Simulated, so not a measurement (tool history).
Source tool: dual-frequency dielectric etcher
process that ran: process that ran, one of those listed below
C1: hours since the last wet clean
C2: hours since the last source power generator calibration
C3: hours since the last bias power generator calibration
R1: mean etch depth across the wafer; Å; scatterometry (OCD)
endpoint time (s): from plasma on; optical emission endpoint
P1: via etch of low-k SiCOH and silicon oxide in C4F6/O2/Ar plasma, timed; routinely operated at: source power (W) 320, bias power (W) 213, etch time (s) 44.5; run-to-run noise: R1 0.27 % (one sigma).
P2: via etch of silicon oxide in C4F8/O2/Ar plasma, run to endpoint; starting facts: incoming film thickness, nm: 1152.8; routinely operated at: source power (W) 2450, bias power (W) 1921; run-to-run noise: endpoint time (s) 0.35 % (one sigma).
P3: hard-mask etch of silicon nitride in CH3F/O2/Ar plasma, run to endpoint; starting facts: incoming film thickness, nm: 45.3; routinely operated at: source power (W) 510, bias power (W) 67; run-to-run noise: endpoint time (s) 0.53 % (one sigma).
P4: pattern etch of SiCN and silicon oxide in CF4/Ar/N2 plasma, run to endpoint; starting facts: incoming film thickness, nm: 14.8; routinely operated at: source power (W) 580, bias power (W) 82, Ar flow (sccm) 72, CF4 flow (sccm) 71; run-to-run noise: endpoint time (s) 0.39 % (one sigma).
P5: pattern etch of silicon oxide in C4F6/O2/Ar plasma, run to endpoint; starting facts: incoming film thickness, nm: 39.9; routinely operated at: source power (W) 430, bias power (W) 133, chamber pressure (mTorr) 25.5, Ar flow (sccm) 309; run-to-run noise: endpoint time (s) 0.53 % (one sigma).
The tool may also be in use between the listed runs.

Run 1, hour 3.2: process that ran P1, source power (W) 320, bias power (W) 213, etch time (s) 44.5; C1 210.9; C2 2373.1; C3 805.1. Result: R1 1132.4 Å.
Run 2, hour 7.4: process that ran P5, source power (W) 430, bias power (W) 133, chamber pressure (mTorr) 25.5, Ar flow (sccm) 309; C1 215.1; C2 2377.3; C3 809.3. Result: endpoint time (s) 13.187.
Run 3, hour 11.9: process that ran P2, source power (W) 2450, bias power (W) 1380; C1 219.6; C2 2381.8; C3 813.8. Result: endpoint time (s) 229.52.
Run 4, hour 15.4: process that ran P3, source power (W) 510, bias power (W) 42; C1 223.1; C2 2385.3; C3 817.3. Result: endpoint time (s) 69.796.
Run 5, hour 20: process that ran P4, source power (W) 580, bias power (W) 82, Ar flow (sccm) 72, CF4 flow (sccm) 71; C1 227.7; C2 2389.9; C3 821.9. Result: endpoint time (s) 12.866.
Run 6, hour 24.1: process that ran P1, source power (W) 420, bias power (W) 256, etch time (s) 44.5; C1 231.8; C2 2394; C3 826. Result: R1 1340.6 Å.
Run 7, hour 28.8: process that ran P4, source power (W) 400, bias power (W) 82, Ar flow (sccm) 72, CF4 flow (sccm) 71; C1 236.5; C2 2398.7; C3 830.7. Result: endpoint time (s) 17.943.
Run 8, hour 32.1: process that ran P1, source power (W) 320, bias power (W) 213, etch time (s) 44.5; C1 239.8; C2 2402; C3 834. Result: R1 1134.3 Å.
Run 9, hour 35.9: process that ran P4, source power (W) 580, bias power (W) 82, Ar flow (sccm) 53, CF4 flow (sccm) 71; C1 243.6; C2 2405.8; C3 837.8. Result: endpoint time (s) 12.455.
Run 10, hour 40.2: process that ran P1, source power (W) 320, bias power (W) 172, etch time (s) 44.5; C1 247.9; C2 2410.1; C3 842.1. Result: R1 1057.4 Å.
Run 11, hour 44: process that ran P3, source power (W) 510, bias power (W) 67; C1 251.7; C2 2413.9; C3 845.9. Result: endpoint time (s) 60.802.
Run 12, hour 49.2: process that ran P5, source power (W) 430, bias power (W) 133, chamber pressure (mTorr) 25.5, Ar flow (sccm) 380; C1 256.9; C2 2419.1; C3 851.1. Result: endpoint time (s) 13.398.
Run 13, hour 52.7: process that ran P5, source power (W) 600, bias power (W) 133, chamber pressure (mTorr) 25.5, Ar flow (sccm) 309; C1 260.4; C2 2422.6; C3 854.6. Result: endpoint time (s) 11.607.
Run 14, hour 55.8: process that ran P4, source power (W) 580, bias power (W) 82, Ar flow (sccm) 72, CF4 flow (sccm) 90; C1 263.5; C2 2425.7; C3 857.7. Result: endpoint time (s) 12.58.
Run 15, hour 58.6: process that ran P4, source power (W) 580, bias power (W) 82, Ar flow (sccm) 72, CF4 flow (sccm) 71; C1 266.3; C2 2428.5; C3 860.5. Result: endpoint time (s) 12.97.
Run 16, hour 62.1: process that ran P4, source power (W) 580, bias power (W) 110, Ar flow (sccm) 72, CF4 flow (sccm) 71; C1 269.8; C2 2432; C3 864. Result: endpoint time (s) 11.81.
Run 17, hour 67.4: process that ran P1, source power (W) 320, bias power (W) 281, etch time (s) 44.5; C1 275.1; C2 2437.3; C3 869.3. Result: R1 1238.3 Å.
Run 18, hour 70.1: process that ran P1, source power (W) 320, bias power (W) 213, etch time (s) 57; C1 277.8; C2 2440; C3 872. Result: R1 1445.4 Å.
Run 19, hour 73.9: process that ran P2, source power (W) 1590, bias power (W) 1921; C1 281.6; C2 2443.8; C3 875.8. Result: endpoint time (s) 248.92.
Run 20, hour 77.2: process that ran P5, source power (W) 430, bias power (W) 133, chamber pressure (mTorr) 33, Ar flow (sccm) 309; C1 284.9; C2 2447.1; C3 879.1. Result: endpoint time (s) 13.581.
Run 21, hour 81.3: process that ran P1, source power (W) 320, bias power (W) 213, etch time (s) 34.5; C1 289; C2 2451.2; C3 883.2. Result: R1 877.57 Å.
Run 22, hour 84.6: process that ran P2, source power (W) 2450, bias power (W) 1921; C1 292.3; C2 2454.5; C3 886.5. Result: endpoint time (s) 209.84.
At hour 85: source power generator calibrated.
Run 23, hour 89: process that ran P1, source power (W) 410, bias power (W) 213, etch time (s) 44.5; C1 296.7; C2 4; C3 890.9. Result: R1 1245.1 Å.
Run 24, hour 92.1: process that ran P1, source power (W) 260, bias power (W) 213, etch time (s) 28.5; C1 299.8; C2 7.1; C3 894. Result: R1 671.48 Å.
Run 25, hour 95.8: process that ran P5, source power (W) 430, bias power (W) 188, chamber pressure (mTorr) 25.5, Ar flow (sccm) 309; C1 303.5; C2 10.8; C3 897.7. Result: endpoint time (s) 11.954.
Run 26, hour 99.2: process that ran P3, source power (W) 510, bias power (W) 67; C1 306.9; C2 14.2; C3 901.1. Result: endpoint time (s) 60.328.
Run 27, hour 102.7: process that ran P1, source power (W) 320, bias power (W) 213, etch time (s) 44.5; C1 310.4; C2 17.7; C3 904.6. Result: R1 1132.1 Å.
Run 28, hour 108.2: process that ran P3, source power (W) 360, bias power (W) 67; C1 315.9; C2 23.2; C3 910.1. Result: endpoint time (s) 69.455.
Run 29, hour 111.3: process that ran P1, source power (W) 320, bias power (W) 213, etch time (s) 44.5; C1 319; C2 26.3; C3 913.2. Result: R1 1127 Å.
Run 30, hour 116: process that ran P1, source power (W) 240, bias power (W) 213, etch time (s) 44.5; C1 323.7; C2 31; C3 917.9. Result: R1 1015.8 Å.
Run 31, hour 118.8: process that ran P1, source power (W) 200, bias power (W) 289, etch time (s) 44.5; C1 326.5; C2 33.8; C3 920.7. Result: R1 1053.8 Å.
Run 32, hour 122.5: process that ran P1, source power (W) 320, bias power (W) 213, etch time (s) 44.5; C1 330.2; C2 37.5; C3 924.4. Result: R1 1133.5 Å.
Run 33, hour 126.9: process that ran P1, source power (W) 320, bias power (W) 213, etch time (s) 44.5; C1 334.6; C2 41.9; C3 928.8. Result: R1 1142.1 Å.
Run 34, hour 131.2: process that ran P1, source power (W) 320, bias power (W) 213, etch time (s) 44.5; C1 338.9; C2 46.2; C3 933.1. Result: R1 1144.4 Å.
Run 35, hour 134.6: process that ran P1, source power (W) 320, bias power (W) 213, etch time (s) 44.5; C1 342.3; C2 49.6; C3 936.5. Result: R1 1144.7 Å.
At hour 134.7: wet clean of the chamber.
Run 36, hour 140: process that ran P1, source power (W) 320, bias power (W) 213, etch time (s) 44.5; C1 5.3; C2 55; C3 941.9. Result: R1 1146.6 Å.
Run 37, hour 144: process that ran P1, source power (W) 320, bias power (W) 213, etch time (s) 44.5; C1 9.3; C2 59; C3 945.9. Result: R1 1147.8 Å.
Run 38, hour 148: process that ran P1, source power (W) 320, bias power (W) 213, etch time (s) 44.5; C1 13.3; C2 63; C3 949.9. Result: R1 1151.6 Å.

P1 has crept away from where it was. The log is fitted equally well by each of these 2 causes, at the sizes shown:
A: bias power that arrives over what is set, % = 4.64
B: source power that arrives over what is set, % = 4.02
The drift started at roughly hour 122.5.
Ruled out, with reasons:
chamber walls in a state that raises the etch rate, %: serviced at hour 134.7, after the drift had started, without restoring the earlier output

The list below offers 4 check runs, each averaging the results of 2 wafers, and shows each result as a question mark. For which of them would the listed causes give clearly different results?
Run check 1, hour 152: process that ran P4, source power (W) 580, bias power (W) 82, Ar flow (sccm) 55, CF4 flow (sccm) 71. Result: endpoint time (s) ?.
Run check 2, hour 152: process that ran P5, source power (W) 600, bias power (W) 133, chamber pressure (mTorr) 25.5, Ar flow (sccm) 309. Result: endpoint time (s) ?.
Run check 3, hour 152: process that ran P2, source power (W) 1720, bias power (W) 1638. Result: endpoint time (s) ?.
Run check 4, hour 152: process that ran P3, source power (W) 380, bias power (W) 43. Result: endpoint time (s) ?.

How each check would come out, cause by cause:
  check             result   if A    if B
check 1  endpoint time (s)  12.32  12.066
check 2  endpoint time (s)  11.41  11.378
check 3  endpoint time (s)  249.7  248.89
check 4  endpoint time (s)  76.85  76.716
How far apart the two closest causes lie, in the result that separates them most: check 1 2.08 %; check 2 0.28 %; check 3 0.33 %; check 4 0.17 %
Check 1 tells the causes apart: in the others they would give nearly the same result.

Check 1 was then run and gave: endpoint time (s) 12.299. Which cause is it?

The cause is A: bias power that arrives over what is set, %.
